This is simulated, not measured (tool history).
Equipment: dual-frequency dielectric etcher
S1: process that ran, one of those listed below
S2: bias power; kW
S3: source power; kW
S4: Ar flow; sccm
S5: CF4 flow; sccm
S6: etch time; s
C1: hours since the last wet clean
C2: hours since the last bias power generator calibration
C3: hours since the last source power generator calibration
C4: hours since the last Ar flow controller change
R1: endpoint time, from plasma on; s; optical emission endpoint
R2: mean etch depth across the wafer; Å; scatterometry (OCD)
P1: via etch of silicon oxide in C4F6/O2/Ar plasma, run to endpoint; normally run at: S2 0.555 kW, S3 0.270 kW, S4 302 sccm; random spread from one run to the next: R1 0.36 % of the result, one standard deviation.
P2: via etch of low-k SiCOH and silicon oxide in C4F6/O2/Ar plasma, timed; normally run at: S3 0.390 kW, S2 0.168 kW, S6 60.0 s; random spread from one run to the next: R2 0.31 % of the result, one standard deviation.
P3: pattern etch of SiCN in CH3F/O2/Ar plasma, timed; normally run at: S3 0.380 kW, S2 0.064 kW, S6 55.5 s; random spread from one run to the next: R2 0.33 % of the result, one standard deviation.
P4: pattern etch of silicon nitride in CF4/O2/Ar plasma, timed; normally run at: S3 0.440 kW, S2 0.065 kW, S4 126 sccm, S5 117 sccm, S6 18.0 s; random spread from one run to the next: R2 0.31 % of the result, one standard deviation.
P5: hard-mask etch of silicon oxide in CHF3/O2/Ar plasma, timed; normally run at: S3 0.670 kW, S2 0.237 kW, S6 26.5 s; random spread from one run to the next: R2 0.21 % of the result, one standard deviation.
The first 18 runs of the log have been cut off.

Run 19, hour 171.4: S1 P1, S2 0.762 kW, S3 0.170 kW, S4 302 sccm; C1 330.6; C2 995.2; C3 948.3; C4 1585.2. Result: R1 20.041 s.
Run 20, hour 176.9: S1 P1, S2 0.555 kW, S3 0.270 kW, S4 302 sccm; C1 336.1; C2 1000.7; C3 953.8; C4 1590.7. Result: R1 19.339 s.
Run 21, hour 183.3: S1 P5, S2 0.237 kW, S3 0.670 kW, S6 26.5 s; C1 342.5; C2 1007.1; C3 960.2; C4 1597.1. Result: R2 609.27 Å.
Run 22, hour 193.2: S1 P5, S2 0.237 kW, S3 0.670 kW, S6 32.5 s; C1 352.4; C2 1017.0; C3 970.1; C4 1607.0. Result: R2 747.61 Å.
Run 23, hour 199.6: S1 P1, S2 0.555 kW, S3 0.270 kW, S4 302 sccm; C1 358.8; C2 1023.4; C3 976.5; C4 1613.4. Result: R1 19.366 s.
Run 24, hour 210.0: S1 P4, S2 0.065 kW, S3 0.440 kW, S4 126 sccm, S5 117 sccm, S6 22.5 s; C1 369.2; C2 1033.8; C3 986.9; C4 1623.8. Result: R2 415.50 Å.
Run 25, hour 218.3: S1 P1, S2 0.721 kW, S3 0.190 kW, S4 302 sccm; C1 377.5; C2 1042.1; C3 995.2; C4 1632.1. Result: R1 19.695 s.
Run 26, hour 226.4: S1 P1, S2 0.555 kW, S3 0.270 kW, S4 302 sccm; C1 385.6; C2 1050.2; C3 1003.3; C4 1640.2. Result: R1 19.175 s.
At hour 232.8: bias power generator calibrated.
Run 27, hour 234.6: S1 P4, S2 0.065 kW, S3 0.310 kW, S4 126 sccm, S5 117 sccm, S6 18.0 s; C1 393.8; C2 1.8; C3 1011.5; C4 1648.4. Result: R2 245.64 Å.
Run 28, hour 241.0: S1 P4, S2 0.065 kW, S3 0.440 kW, S4 126 sccm, S5 72 sccm, S6 18.0 s; C1 400.2; C2 8.2; C3 1017.9; C4 1654.8. Result: R2 312.40 Å.
Run 29, hour 252.2: S1 P4, S2 0.065 kW, S3 0.440 kW, S4 126 sccm, S5 117 sccm, S6 18.0 s; C1 411.4; C2 19.4; C3 1029.1; C4 1666.0. Result: R2 330.56 Å.
Run 30, hour 263.3: S1 P3, S2 0.064 kW, S3 0.260 kW, S6 55.5 s; C1 422.5; C2 30.5; C3 1040.2; C4 1677.1. Result: R2 170.99 Å.

The next listed run, before its measurement:
Run 31, hour 269.3: S1 P1, S2 0.555 kW, S3 0.200 kW, S4 302 sccm; C1 428.5; C2 36.5; C3 1046.2; C4 1683.1. Result: R1 ?.

{"run 31": {"R1": 21.55}}

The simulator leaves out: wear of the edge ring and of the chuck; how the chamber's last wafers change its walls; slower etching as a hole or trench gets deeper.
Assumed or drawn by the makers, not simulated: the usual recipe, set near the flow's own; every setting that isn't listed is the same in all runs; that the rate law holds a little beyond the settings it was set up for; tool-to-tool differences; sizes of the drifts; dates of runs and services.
